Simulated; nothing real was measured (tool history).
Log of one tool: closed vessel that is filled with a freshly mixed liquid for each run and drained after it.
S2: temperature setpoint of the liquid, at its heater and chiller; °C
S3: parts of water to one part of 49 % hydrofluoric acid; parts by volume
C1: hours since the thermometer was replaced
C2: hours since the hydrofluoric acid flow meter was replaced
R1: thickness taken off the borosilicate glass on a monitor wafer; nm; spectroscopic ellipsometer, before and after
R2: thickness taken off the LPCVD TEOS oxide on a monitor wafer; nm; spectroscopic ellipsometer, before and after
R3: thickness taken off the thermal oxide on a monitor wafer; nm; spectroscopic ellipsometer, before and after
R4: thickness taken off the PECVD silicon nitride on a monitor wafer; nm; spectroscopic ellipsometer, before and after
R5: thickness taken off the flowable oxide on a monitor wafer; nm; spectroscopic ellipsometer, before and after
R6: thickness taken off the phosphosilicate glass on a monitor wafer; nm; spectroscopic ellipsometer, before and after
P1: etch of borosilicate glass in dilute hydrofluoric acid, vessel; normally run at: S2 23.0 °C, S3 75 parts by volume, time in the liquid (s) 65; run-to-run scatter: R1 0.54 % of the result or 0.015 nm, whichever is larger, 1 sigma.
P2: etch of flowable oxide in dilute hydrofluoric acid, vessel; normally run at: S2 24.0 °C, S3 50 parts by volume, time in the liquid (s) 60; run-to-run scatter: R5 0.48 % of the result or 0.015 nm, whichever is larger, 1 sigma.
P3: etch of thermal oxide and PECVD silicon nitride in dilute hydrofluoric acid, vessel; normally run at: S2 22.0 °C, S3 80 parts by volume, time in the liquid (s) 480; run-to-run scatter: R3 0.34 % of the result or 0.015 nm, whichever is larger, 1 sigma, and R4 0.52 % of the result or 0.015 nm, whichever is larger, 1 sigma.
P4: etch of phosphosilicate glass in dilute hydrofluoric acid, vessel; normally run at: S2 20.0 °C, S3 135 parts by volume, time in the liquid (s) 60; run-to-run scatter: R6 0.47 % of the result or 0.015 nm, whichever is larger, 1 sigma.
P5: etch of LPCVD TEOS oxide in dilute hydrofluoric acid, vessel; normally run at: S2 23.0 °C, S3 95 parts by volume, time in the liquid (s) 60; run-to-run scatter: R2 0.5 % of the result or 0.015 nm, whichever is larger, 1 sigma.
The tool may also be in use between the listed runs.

Run 1, hour 8.4: process that ran P1, S2 23.0 °C, S3 75 parts by volume, time in the liquid (s) 65; C1 1427.6; C2 263.5. Result: R1 22.989 nm.
Run 2, hour 18.7: process that ran P5, S2 23.0 °C, S3 45 parts by volume, time in the liquid (s) 60; C1 1437.9; C2 273.8. Result: R2 57.294 nm.
Run 3, hour 33.8: process that ran P1, S2 17.0 °C, S3 75 parts by volume, time in the liquid (s) 65; C1 1453.0; C2 288.9. Result: R1 17.912 nm.
Run 4, hour 47.3: process that ran P3, S2 22.0 °C, S3 140 parts by volume, time in the liquid (s) 480; C1 1466.5; C2 302.4. Result: R3 13.966 nm, R4 16.340 nm.
Run 5, hour 60.6: process that ran P2, S2 29.5 °C, S3 50 parts by volume, time in the liquid (s) 60; C1 1479.8; C2 315.7. Result: R5 48.009 nm.
Run 6, hour 76.6: process that ran P1, S2 23.0 °C, S3 120 parts by volume, time in the liquid (s) 65; C1 1495.8; C2 331.7. Result: R1 13.744 nm.
Run 7, hour 92.9: process that ran P5, S2 23.0 °C, S3 95 parts by volume, time in the liquid (s) 60; C1 1512.1; C2 348.0. Result: R2 25.079 nm.
Run 8, hour 100.7: process that ran P1, S2 17.0 °C, S3 35 parts by volume, time in the liquid (s) 65; C1 1519.9; C2 355.8. Result: R1 40.256 nm.
Run 9, hour 115.9: process that ran P1, S2 23.0 °C, S3 40 parts by volume, time in the liquid (s) 65; C1 1535.1; C2 371.0. Result: R1 45.122 nm.
Run 10, hour 125.2: process that ran P3, S2 22.0 °C, S3 80 parts by volume, time in the liquid (s) 860; C1 1544.4; C2 380.3. Result: R3 46.938 nm, R4 50.962 nm.
Run 11, hour 132.5: process that ran P3, S2 30.5 °C, S3 80 parts by volume, time in the liquid (s) 480; C1 1551.7; C2 387.6. Result: R3 36.428 nm, R4 49.438 nm.
Run 12, hour 140.1: process that ran P1, S2 30.5 °C, S3 75 parts by volume, time in the liquid (s) 65; C1 1559.3; C2 395.2. Result: R1 31.007 nm.
Run 13, hour 155.1: process that ran P1, S2 29.5 °C, S3 75 parts by volume, time in the liquid (s) 30; C1 1574.3; C2 410.2. Result: R1 13.742 nm.
At hour 158.5: hydrofluoric acid flow meter replaced.
Run 14, hour 167.1: process that ran P5, S2 23.0 °C, S3 95 parts by volume, time in the liquid (s) 60; C1 1586.3; C2 8.7. Result: R2 25.332 nm.
Run 15, hour 177.7: process that ran P1, S2 17.0 °C, S3 25 parts by volume, time in the liquid (s) 65; C1 1596.9; C2 19.3. Result: R1 57.231 nm.
Run 16, hour 189.5: process that ran P1, S2 23.0 °C, S3 75 parts by volume, time in the liquid (s) 65; C1 1608.7; C2 31.1. Result: R1 23.196 nm.
Run 17, hour 203.9: process that ran P1, S2 23.0 °C, S3 75 parts by volume, time in the liquid (s) 130; C1 1623.1; C2 45.5. Result: R1 46.161 nm.
Run 18, hour 218.0: process that ran P4, S2 20.0 °C, S3 135 parts by volume, time in the liquid (s) 60; C1 1637.2; C2 59.6. Result: R6 52.307 nm.
Run 19, hour 227.2: process that ran P2, S2 24.0 °C, S3 20 parts by volume, time in the liquid (s) 60; C1 1646.4; C2 68.8. Result: R5 98.603 nm.
Run 20, hour 234.7: process that ran P3, S2 22.0 °C, S3 80 parts by volume, time in the liquid (s) 480; C1 1653.9; C2 76.3. Result: R3 26.225 nm, R4 28.514 nm.
Run 21, hour 250.5: process that ran P1, S2 23.0 °C, S3 75 parts by volume, time in the liquid (s) 65; C1 1669.7; C2 92.1. Result: R1 23.169 nm.
Run 22, hour 263.6: process that ran P2, S2 24.0 °C, S3 50 parts by volume, time in the liquid (s) 30; C1 1682.8; C2 105.2. Result: R5 19.186 nm.
Run 23, hour 270.9: process that ran P4, S2 17.0 °C, S3 135 parts by volume, time in the liquid (s) 60; C1 1690.1; C2 112.5. Result: R6 45.717 nm.
Run 24, hour 284.4: process that ran P1, S2 23.0 °C, S3 75 parts by volume, time in the liquid (s) 65; C1 1703.6; C2 126.0. Result: R1 23.197 nm.
Run 25, hour 296.0: process that ran P5, S2 23.0 °C, S3 95 parts by volume, time in the liquid (s) 30; C1 1715.2; C2 137.6. Result: R2 12.547 nm.
Run 26, hour 308.2: process that ran P1, S2 23.0 °C, S3 75 parts by volume, time in the liquid (s) 30; C1 1727.4; C2 149.8. Result: R1 10.696 nm.
Run 27, hour 322.9: process that ran P4, S2 20.0 °C, S3 50 parts by volume, time in the liquid (s) 60; C1 1742.1; C2 164.5. Result: R6 154.970 nm.
Run 28, hour 337.4: process that ran P1, S2 23.0 °C, S3 75 parts by volume, time in the liquid (s) 65; C1 1756.6; C2 179.0. Result: R1 23.169 nm.
Run 29, hour 350.5: process that ran P5, S2 28.5 °C, S3 95 parts by volume, time in the liquid (s) 60; C1 1769.7; C2 192.1. Result: R2 31.478 nm.
Run 30, hour 366.0: process that ran P2, S2 24.0 °C, S3 50 parts by volume, time in the liquid (s) 60; C1 1785.2; C2 207.6. Result: R5 38.131 nm.
Run 31, hour 380.2: process that ran P4, S2 20.0 °C, S3 135 parts by volume, time in the liquid (s) 30; C1 1799.4; C2 221.8. Result: R6 26.049 nm.
Run 32, hour 395.6: process that ran P1, S2 23.0 °C, S3 75 parts by volume, time in the liquid (s) 65; C1 1814.8; C2 237.2. Result: R1 23.068 nm.
Run 33, hour 410.2: process that ran P1, S2 23.0 °C, S3 75 parts by volume, time in the liquid (s) 65; C1 1829.4; C2 251.8. Result: R1 24.190 nm.
Run 34, hour 420.2: process that ran P1, S2 23.0 °C, S3 75 parts by volume, time in the liquid (s) 65; C1 1839.4; C2 261.8. Result: R1 24.411 nm.
Run 35, hour 434.2: process that ran P1, S2 23.0 °C, S3 75 parts by volume, time in the liquid (s) 65; C1 1853.4; C2 275.8. Result: R1 24.736 nm.
Run 36, hour 443.4: process that ran P1, S2 23.0 °C, S3 75 parts by volume, time in the liquid (s) 65; C1 1862.6; C2 285.0. Result: R1 25.012 nm.
Run 37, hour 456.0: process that ran P1, S2 23.0 °C, S3 75 parts by volume, time in the liquid (s) 65; C1 1875.2; C2 297.6. Result: R1 25.213 nm.
Run 38, hour 472.0: process that ran P1, S2 23.0 °C, S3 75 parts by volume, time in the liquid (s) 65; C1 1891.2; C2 313.6. Result: R1 25.455 nm.
Run 39, hour 485.9: process that ran P1, S2 23.0 °C, S3 75 parts by volume, time in the liquid (s) 65; C1 1905.1; C2 327.5. Result: R1 25.195 nm.

Forecast run 40:
Run 40, hour 496.7: process that ran P1, S2 23.0 °C, S3 75 parts by volume, time in the liquid (s) 65; C1 1915.9; C2 338.3. Result: R1 ?.

{"run 40": {"R1": 25.526}}
